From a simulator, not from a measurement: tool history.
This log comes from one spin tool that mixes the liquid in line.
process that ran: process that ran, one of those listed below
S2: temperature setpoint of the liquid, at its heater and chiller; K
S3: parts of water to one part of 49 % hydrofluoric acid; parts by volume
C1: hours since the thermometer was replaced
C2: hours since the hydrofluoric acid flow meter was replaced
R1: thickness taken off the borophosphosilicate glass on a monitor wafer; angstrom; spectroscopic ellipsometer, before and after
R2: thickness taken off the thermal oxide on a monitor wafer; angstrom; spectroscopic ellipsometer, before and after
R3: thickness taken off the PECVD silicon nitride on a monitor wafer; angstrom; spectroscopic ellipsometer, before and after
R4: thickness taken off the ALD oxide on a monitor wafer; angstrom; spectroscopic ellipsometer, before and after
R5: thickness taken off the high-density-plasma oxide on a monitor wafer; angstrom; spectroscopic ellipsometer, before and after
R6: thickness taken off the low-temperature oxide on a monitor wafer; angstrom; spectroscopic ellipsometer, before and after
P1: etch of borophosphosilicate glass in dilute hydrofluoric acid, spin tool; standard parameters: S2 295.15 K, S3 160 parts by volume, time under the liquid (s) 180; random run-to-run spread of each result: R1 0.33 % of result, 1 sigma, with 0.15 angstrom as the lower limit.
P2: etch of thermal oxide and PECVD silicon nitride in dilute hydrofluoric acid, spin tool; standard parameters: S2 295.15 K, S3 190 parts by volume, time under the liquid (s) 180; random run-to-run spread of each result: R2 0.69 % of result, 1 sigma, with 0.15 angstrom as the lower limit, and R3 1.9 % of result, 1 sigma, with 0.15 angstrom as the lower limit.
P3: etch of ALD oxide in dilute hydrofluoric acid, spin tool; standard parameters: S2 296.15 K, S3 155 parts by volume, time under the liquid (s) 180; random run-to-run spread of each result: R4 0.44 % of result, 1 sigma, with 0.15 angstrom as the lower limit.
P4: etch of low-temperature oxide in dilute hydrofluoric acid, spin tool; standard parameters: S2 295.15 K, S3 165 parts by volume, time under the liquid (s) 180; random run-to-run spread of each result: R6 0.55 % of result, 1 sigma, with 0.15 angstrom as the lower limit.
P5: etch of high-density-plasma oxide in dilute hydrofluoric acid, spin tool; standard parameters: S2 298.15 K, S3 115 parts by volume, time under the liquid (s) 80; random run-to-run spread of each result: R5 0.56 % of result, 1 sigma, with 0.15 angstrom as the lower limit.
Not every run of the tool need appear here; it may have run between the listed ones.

{"run": 1, "hour": 8.0, "process that ran": "P1", "S2": 295.15, "S3": 160, "time under the liquid (s)": 180, "C1": 233.4, "C2": 1149.4, "R1": 461.73}
{"run": 2, "hour": 16.5, "process that ran": "P1", "S2": 295.15, "S3": 265, "time under the liquid (s)": 180, "C1": 241.9, "C2": 1157.9, "R1": 250.93}
{"run": 3, "hour": 25.7, "process that ran": "P2", "S2": 295.15, "S3": 190, "time under the liquid (s)": 35, "C1": 251.1, "C2": 1167.1, "R2": 7.3867, "R3": 2.7866}
{"run": 4, "hour": 36.5, "process that ran": "P1", "S2": 295.15, "S3": 160, "time under the liquid (s)": 180, "C1": 261.9, "C2": 1177.9, "R1": 460.26}
{"run": 5, "hour": 47.4, "process that ran": "P3", "S2": 296.15, "S3": 155, "time under the liquid (s)": 180, "C1": 272.8, "C2": 1188.8, "R4": 155.62}
{"run": 6, "hour": 59.3, "process that ran": "P5", "S2": 298.15, "S3": 115, "time under the liquid (s)": 15, "C1": 284.7, "C2": 1200.7, "R5": 10.119}
{"run": 7, "hour": 66.8, "process that ran": "P5", "S2": 298.15, "S3": 115, "time under the liquid (s)": 80, "C1": 292.2, "C2": 1208.2, "R5": 54.588}
{"run": 8, "hour": 77.6, "process that ran": "P3", "S2": 296.15, "S3": 155, "time under the liquid (s)": 180, "C1": 303.0, "C2": 1219.0, "R4": 157.09}
{"run": 9, "hour": 89.7, "process that ran": "P1", "S2": 295.15, "S3": 65, "time under the liquid (s)": 180, "C1": 315.1, "C2": 1231.1, "R1": 1276.5}
{"run": 10, "hour": 96.4, "process that ran": "P1", "S2": 295.15, "S3": 160, "time under the liquid (s)": 180, "C1": 321.8, "C2": 1237.8, "R1": 461.25}
{"run": 11, "hour": 103.9, "process that ran": "P4", "S2": 295.15, "S3": 65, "time under the liquid (s)": 180, "C1": 329.3, "C2": 1245.3, "R6": 380.05}
{"run": 12, "hour": 113.5, "process that ran": "P4", "S2": 295.15, "S3": 165, "time under the liquid (s)": 180, "C1": 338.9, "C2": 1254.9, "R6": 133.41}
{"run": 13, "hour": 124.1, "process that ran": "P1", "S2": 295.15, "S3": 160, "time under the liquid (s)": 345, "C1": 349.5, "C2": 1265.5, "R1": 884.19}
{"run": 14, "hour": 130.1, "process that ran": "P1", "S2": 295.15, "S3": 160, "time under the liquid (s)": 180, "C1": 355.5, "C2": 1271.5, "R1": 464.06}
{"run": 15, "hour": 137.0, "process that ran": "P1", "S2": 295.15, "S3": 160, "time under the liquid (s)": 180, "C1": 362.4, "C2": 1278.4, "R1": 461.9}
{"run": 16, "hour": 146.7, "process that ran": "P2", "S2": 295.15, "S3": 95, "time under the liquid (s)": 180, "C1": 372.1, "C2": 1288.1, "R2": 82.713, "R3": 29.274}
{"run": 17, "hour": 156.9, "process that ran": "P5", "S2": 292.65, "S3": 115, "time under the liquid (s)": 80, "C1": 382.3, "C2": 1298.3, "R5": 43.942}
{"run": 18, "hour": 163.4, "process that ran": "P4", "S2": 295.15, "S3": 165, "time under the liquid (s)": 180, "C1": 388.8, "C2": 1304.8, "R6": 133.59}
{"run": 19, "hour": 169.8, "process that ran": "P4", "S2": 295.15, "S3": 165, "time under the liquid (s)": 45, "C1": 395.2, "C2": 1311.2, "R6": 33.265}
{"run": 20, "hour": 180.7, "process that ran": "P2", "S2": 295.15, "S3": 190, "time under the liquid (s)": 180, "C1": 406.1, "C2": 1322.1, "R2": 37.381, "R3": 14.266}
{"run": 21, "hour": 189.0, "process that ran": "P3", "S2": 296.15, "S3": 215, "time under the liquid (s)": 180, "C1": 414.4, "C2": 1330.4, "R4": 105.22}
{"run": 22, "hour": 200.1, "process that ran": "P1", "S2": 290.15, "S3": 160, "time under the liquid (s)": 180, "C1": 425.5, "C2": 1341.5, "R1": 379.74}
{"run": 23, "hour": 206.0, "process that ran": "P3", "S2": 301.15, "S3": 155, "time under the liquid (s)": 180, "C1": 431.4, "C2": 1347.4, "R4": 189.43}
{"run": 24, "hour": 211.5, "process that ran": "P2", "S2": 299.15, "S3": 190, "time under the liquid (s)": 180, "C1": 436.9, "C2": 1352.9, "R2": 43.1, "R3": 19.198}

Expected results for the next run?
{"run": 25, "hour": 219.3, "process that ran": "P1", "S2": 302.15, "S3": 160, "time under the liquid (s)": 180, "C1": 444.7, "C2": 1360.7, "R1": "?"}

R1: 604.63 angstrom

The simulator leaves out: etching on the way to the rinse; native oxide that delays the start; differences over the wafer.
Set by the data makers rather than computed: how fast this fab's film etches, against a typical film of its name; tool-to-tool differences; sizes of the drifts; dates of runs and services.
